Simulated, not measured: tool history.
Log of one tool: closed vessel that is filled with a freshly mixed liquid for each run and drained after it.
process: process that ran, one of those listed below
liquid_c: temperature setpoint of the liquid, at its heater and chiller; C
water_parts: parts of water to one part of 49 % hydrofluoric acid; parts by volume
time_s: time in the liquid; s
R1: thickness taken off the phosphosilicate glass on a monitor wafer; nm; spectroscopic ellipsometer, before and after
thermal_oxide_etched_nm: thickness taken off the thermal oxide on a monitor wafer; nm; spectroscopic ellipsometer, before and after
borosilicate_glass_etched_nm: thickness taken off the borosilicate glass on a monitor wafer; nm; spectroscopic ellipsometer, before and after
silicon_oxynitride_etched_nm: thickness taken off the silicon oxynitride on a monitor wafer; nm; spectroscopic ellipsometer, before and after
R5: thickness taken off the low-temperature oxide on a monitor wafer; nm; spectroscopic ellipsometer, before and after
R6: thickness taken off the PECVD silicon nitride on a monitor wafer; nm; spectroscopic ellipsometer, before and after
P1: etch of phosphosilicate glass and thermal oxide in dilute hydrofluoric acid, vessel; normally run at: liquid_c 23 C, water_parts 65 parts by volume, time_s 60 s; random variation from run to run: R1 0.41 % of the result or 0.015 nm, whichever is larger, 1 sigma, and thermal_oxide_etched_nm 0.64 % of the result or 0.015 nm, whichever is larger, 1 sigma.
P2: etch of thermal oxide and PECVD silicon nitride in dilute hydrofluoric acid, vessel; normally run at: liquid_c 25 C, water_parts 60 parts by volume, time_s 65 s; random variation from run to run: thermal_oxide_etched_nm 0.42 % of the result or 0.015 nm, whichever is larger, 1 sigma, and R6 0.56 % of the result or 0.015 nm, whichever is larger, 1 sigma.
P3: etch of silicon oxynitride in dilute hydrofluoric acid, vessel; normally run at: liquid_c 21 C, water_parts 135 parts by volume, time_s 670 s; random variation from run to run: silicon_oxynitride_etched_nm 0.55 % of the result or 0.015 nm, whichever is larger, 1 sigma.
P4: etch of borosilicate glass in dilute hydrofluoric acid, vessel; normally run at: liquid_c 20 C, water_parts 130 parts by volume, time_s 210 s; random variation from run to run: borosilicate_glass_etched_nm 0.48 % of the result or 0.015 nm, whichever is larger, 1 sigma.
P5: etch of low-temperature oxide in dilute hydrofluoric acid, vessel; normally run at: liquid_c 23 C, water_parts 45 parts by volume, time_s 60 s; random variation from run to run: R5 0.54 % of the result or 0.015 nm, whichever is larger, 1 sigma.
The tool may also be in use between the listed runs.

{"run": 1, "hour": 12.9, "process": "P1", "liquid_c": 23, "water_parts": 65, "time_s": 60, "R1": 99.161, "thermal_oxide_etched_nm": 4.4619}
{"run": 2, "hour": 25.3, "process": "P1", "liquid_c": 23, "water_parts": 65, "time_s": 60, "R1": 99.291, "thermal_oxide_etched_nm": 4.537}
{"run": 3, "hour": 32.3, "process": "P1", "liquid_c": 23, "water_parts": 65, "time_s": 85, "R1": 140.75, "thermal_oxide_etched_nm": 6.3407}
{"run": 4, "hour": 42.4, "process": "P1", "liquid_c": 23, "water_parts": 65, "time_s": 35, "R1": 58.006, "thermal_oxide_etched_nm": 2.6147}
{"run": 5, "hour": 54.5, "process": "P1", "liquid_c": 19.5, "water_parts": 65, "time_s": 85, "R1": 121.94, "thermal_oxide_etched_nm": 5.4856}
{"run": 6, "hour": 64.0, "process": "P1", "liquid_c": 23, "water_parts": 20, "time_s": 60, "R1": 342.01, "thermal_oxide_etched_nm": 15.668}
{"run": 7, "hour": 71.7, "process": "P4", "liquid_c": 17, "water_parts": 130, "time_s": 210, "borosilicate_glass_etched_nm": 28.04}
{"run": 8, "hour": 82.1, "process": "P3", "liquid_c": 21, "water_parts": 135, "time_s": 335, "silicon_oxynitride_etched_nm": 3.0125}
{"run": 9, "hour": 93.1, "process": "P1", "liquid_c": 23, "water_parts": 65, "time_s": 60, "R1": 98.456, "thermal_oxide_etched_nm": 4.5237}
{"run": 10, "hour": 100.8, "process": "P1", "liquid_c": 17, "water_parts": 90, "time_s": 60, "R1": 53.783, "thermal_oxide_etched_nm": 2.4639}
{"run": 11, "hour": 106.9, "process": "P1", "liquid_c": 19, "water_parts": 65, "time_s": 60, "R1": 83.317, "thermal_oxide_etched_nm": 3.8193}
{"run": 12, "hour": 114.6, "process": "P4", "liquid_c": 20, "water_parts": 130, "time_s": 210, "borosilicate_glass_etched_nm": 31.464}
{"run": 13, "hour": 122.5, "process": "P3", "liquid_c": 21, "water_parts": 135, "time_s": 670, "silicon_oxynitride_etched_nm": 5.9764}
{"run": 14, "hour": 132.7, "process": "P1", "liquid_c": 28.5, "water_parts": 65, "time_s": 60, "R1": 124.1, "thermal_oxide_etched_nm": 5.6781}
{"run": 15, "hour": 145.4, "process": "P3", "liquid_c": 21, "water_parts": 135, "time_s": 670, "silicon_oxynitride_etched_nm": 5.8701}
{"run": 16, "hour": 158.2, "process": "P3", "liquid_c": 28.5, "water_parts": 135, "time_s": 670, "silicon_oxynitride_etched_nm": 8.3473}
{"hour": 165.4, "done": "thermometer replaced"}
{"run": 17, "hour": 170.0, "process": "P3", "liquid_c": 21, "water_parts": 65, "time_s": 670, "silicon_oxynitride_etched_nm": 13.074}
{"run": 18, "hour": 177.6, "process": "P5", "liquid_c": 18.5, "water_parts": 45, "time_s": 60, "R5": 14.106}
{"run": 19, "hour": 183.9, "process": "P5", "liquid_c": 23, "water_parts": 45, "time_s": 30, "R5": 8.4777}
{"run": 20, "hour": 194.9, "process": "P2", "liquid_c": 25, "water_parts": 90, "time_s": 65, "thermal_oxide_etched_nm": 3.6498, "R6": 3.1135}
{"run": 21, "hour": 203.5, "process": "P1", "liquid_c": 23, "water_parts": 115, "time_s": 60, "R1": 52.42, "thermal_oxide_etched_nm": 2.4215}
{"run": 22, "hour": 213.5, "process": "P2", "liquid_c": 25, "water_parts": 60, "time_s": 30, "thermal_oxide_etched_nm": 2.6519, "R6": 2.1354}
{"run": 23, "hour": 220.5, "process": "P4", "liquid_c": 20, "water_parts": 20, "time_s": 210, "borosilicate_glass_etched_nm": 231.7}
{"run": 24, "hour": 228.7, "process": "P2", "liquid_c": 19.5, "water_parts": 60, "time_s": 65, "thermal_oxide_etched_nm": 4.5837, "R6": 3.1952}
{"run": 25, "hour": 240.6, "process": "P4", "liquid_c": 20, "water_parts": 130, "time_s": 355, "borosilicate_glass_etched_nm": 53.09}
{"hour": 242.0, "done": "hydrofluoric acid flow meter replaced"}
{"run": 26, "hour": 252.8, "process": "P1", "liquid_c": 23, "water_parts": 65, "time_s": 60, "R1": 99.094, "thermal_oxide_etched_nm": 4.51}
{"run": 27, "hour": 261.3, "process": "P2", "liquid_c": 25, "water_parts": 60, "time_s": 65, "thermal_oxide_etched_nm": 5.7013, "R6": 4.6002}
{"run": 28, "hour": 273.9, "process": "P5", "liquid_c": 23, "water_parts": 45, "time_s": 60, "R5": 17.037}
{"run": 29, "hour": 283.9, "process": "P5", "liquid_c": 23, "water_parts": 20, "time_s": 60, "R5": 39.87}
{"run": 30, "hour": 296.4, "process": "P1", "liquid_c": 23, "water_parts": 65, "time_s": 60, "R1": 99.887, "thermal_oxide_etched_nm": 4.5091}
{"run": 31, "hour": 307.4, "process": "P1", "liquid_c": 23, "water_parts": 65, "time_s": 60, "R1": 99.404, "thermal_oxide_etched_nm": 4.448}
{"run": 32, "hour": 318.6, "process": "P1", "liquid_c": 23, "water_parts": 65, "time_s": 60, "R1": 98.68, "thermal_oxide_etched_nm": 4.4552}
{"run": 33, "hour": 331.4, "process": "P1", "liquid_c": 23, "water_parts": 65, "time_s": 60, "R1": 101.55, "thermal_oxide_etched_nm": 4.5481}
{"run": 34, "hour": 341.5, "process": "P1", "liquid_c": 23, "water_parts": 65, "time_s": 60, "R1": 102.59, "thermal_oxide_etched_nm": 4.6492}
{"run": 35, "hour": 354.0, "process": "P1", "liquid_c": 23, "water_parts": 65, "time_s": 60, "R1": 103, "thermal_oxide_etched_nm": 4.6604}
{"run": 36, "hour": 367.4, "process": "P1", "liquid_c": 23, "water_parts": 65, "time_s": 60, "R1": 104.33, "thermal_oxide_etched_nm": 4.6847}
{"run": 37, "hour": 379.7, "process": "P1", "liquid_c": 23, "water_parts": 65, "time_s": 60, "R1": 104.11, "thermal_oxide_etched_nm": 4.706}
{"run": 38, "hour": 386.1, "process": "P1", "liquid_c": 23, "water_parts": 65, "time_s": 60, "R1": 104.88, "thermal_oxide_etched_nm": 4.7487}
{"run": 39, "hour": 397.3, "process": "P1", "liquid_c": 23, "water_parts": 65, "time_s": 60, "R1": 104.26, "thermal_oxide_etched_nm": 4.7289}
{"run": 40, "hour": 406.1, "process": "P1", "liquid_c": 23, "water_parts": 65, "time_s": 60, "R1": 104.8, "thermal_oxide_etched_nm": 4.7638}
{"run": 41, "hour": 415.6, "process": "P1", "liquid_c": 23, "water_parts": 65, "time_s": 60, "R1": 104.87, "thermal_oxide_etched_nm": 4.7802}
{"run": 42, "hour": 427.5, "process": "P1", "liquid_c": 23, "water_parts": 65, "time_s": 60, "R1": 104.35, "thermal_oxide_etched_nm": 4.796}

What P1 gives has crept away from where it was. These 2 causes fit the log equally well, each at the size given:
A: hydrofluoric acid flow above the setpoint (%) = 5.32
B: liquid hotter than its thermometer reads (K) = 1.38
The creep began at about hour 318.6.

4 check runs are offered, each on 2 wafers whose results are averaged, their results left as question marks. Which one tells the causes apart?
{"run": "check 1", "hour": 439.4, "process": "P4", "liquid_c": 20, "water_parts": 130, "time_s": 210, "borosilicate_glass_etched_nm": "?"}
{"run": "check 2", "hour": 439.4, "process": "P5", "liquid_c": 23, "water_parts": 45, "time_s": 60, "R5": "?"}
{"run": "check 3", "hour": 439.4, "process": "P2", "liquid_c": 25, "water_parts": 60, "time_s": 65, "thermal_oxide_etched_nm": "?", "R6": "?"}
{"run": "check 4", "hour": 439.4, "process": "P3", "liquid_c": 21, "water_parts": 135, "time_s": 670, "silicon_oxynitride_etched_nm": "?"}

What each check would give under each cause:
check=check_1 result=borosilicate_glass_etched_nm if_A=33.322 if_B=33.199
check=check_2 result=R5 if_A=18.056 if_B=18.1
check=check_3 result=thermal_oxide_etched_nm if_A=6.0358 if_B=6.0339
check=check_3 result=R6 if_A=4.8742 if_B=5.0757
check=check_4 result=silicon_oxynitride_etched_nm if_A=6.2834 if_B=6.3366
How far apart the two closest causes lie, in the result that separates them most: check 1 0.37 %; check 2 0.24 %; check 3 4.05 %; check 4 0.84 %
Only check 3 tells the causes apart: in the others they would give nearly the same result.

Then check 3 was run and gave: thermal_oxide_etched_nm 6.0455 nm; R6 4.8366 nm. Which cause is it?

It is A: hydrofluoric acid flow above the setpoint (%).
